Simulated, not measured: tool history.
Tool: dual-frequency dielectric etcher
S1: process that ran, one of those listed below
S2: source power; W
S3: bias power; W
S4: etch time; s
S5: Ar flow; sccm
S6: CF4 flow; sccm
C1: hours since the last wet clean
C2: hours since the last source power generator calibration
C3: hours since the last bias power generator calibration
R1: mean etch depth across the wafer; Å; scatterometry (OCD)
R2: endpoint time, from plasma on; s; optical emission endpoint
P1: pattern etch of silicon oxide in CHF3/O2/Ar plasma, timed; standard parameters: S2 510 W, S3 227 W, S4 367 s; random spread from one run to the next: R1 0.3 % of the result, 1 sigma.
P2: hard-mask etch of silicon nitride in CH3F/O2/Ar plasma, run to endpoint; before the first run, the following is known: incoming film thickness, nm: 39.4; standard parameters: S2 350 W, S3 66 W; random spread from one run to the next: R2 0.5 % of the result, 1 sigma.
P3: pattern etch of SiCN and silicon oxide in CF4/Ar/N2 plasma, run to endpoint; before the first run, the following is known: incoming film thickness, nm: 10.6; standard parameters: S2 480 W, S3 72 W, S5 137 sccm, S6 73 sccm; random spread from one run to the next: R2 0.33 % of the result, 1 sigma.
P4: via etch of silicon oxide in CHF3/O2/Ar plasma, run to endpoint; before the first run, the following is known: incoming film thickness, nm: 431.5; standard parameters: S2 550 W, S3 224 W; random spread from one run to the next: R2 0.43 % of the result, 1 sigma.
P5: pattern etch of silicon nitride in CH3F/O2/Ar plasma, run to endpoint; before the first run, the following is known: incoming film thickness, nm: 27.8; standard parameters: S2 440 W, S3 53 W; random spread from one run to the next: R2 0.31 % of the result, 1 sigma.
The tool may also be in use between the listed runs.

run   hour  S1   S2   S3     S4   S5  S6     C1     C2      C3      R1      R2
  1      9  P1  510  227    367           194.2  835.9    2045  7699.5
  2   15.3  P1  700  227    478           200.5  842.2  2051.3   11369
  3   24.4  P2  350   66                  209.6  851.3  2060.4          61.546
  4   33.5  P1  630  227    367           218.7  860.4  2069.5  8344.4
  5   41.1  P3  480   72         137  73  226.3    868  2077.1          12.086
  6   46.6  P1  510  227    367           231.8  873.5  2082.6  7725.4
  7   54.1  P1  510  227    367           239.3    881  2090.1  7697.1
  8   61.5  P3  280   72         137  73  246.7  888.4  2097.5           19.38
  9     71  P4  550  224                  256.2  897.9    2107          207.43
 10   76.4  P1  510  286    367           261.6  903.3  2112.4  8389.7
 11   81.9  P3  480   43         137  73  267.1  908.8  2117.9          14.277
 12   88.8  P5  440   53                    274  915.7  2124.8          41.161
 13   94.8  P1  510  174    367             280  921.7  2130.8  7012.9
 14  103.7  P1  510  316    211           288.9  930.6  2139.7  4977.7
 15  108.8  P2  350   40                    294  935.7  2144.8          72.494
 16  115.2  P1  510  227  217.5           300.4  942.1  2151.2  4566.5
 17  120.8  P1  510  227    514             306  947.7  2156.8   10805
 18  125.1  P3  480   72         190  73  310.3    952  2161.1           12.71
 19    130  P2  480   66                  315.2  956.9    2166          54.563
 20  135.7  P1  510  227    367           320.9  962.6  2171.7    7692
 21  141.1  P4  550  285                  326.3    968  2177.1          191.16
 22  150.7  P1  510  227    367           335.9  977.6  2186.7  7693.3
 23    159  P3  480   72         137  90  344.2  985.9    2195           11.66
     160.3  -- bias power generator calibrated
 24  167.1  P1  410  227    367           352.3    994     6.9  7115.2

For run 25, what comes out?
 25  175.3  P2  350  66              360.5  1002.2  15.1       ?

R2: 62.103 s
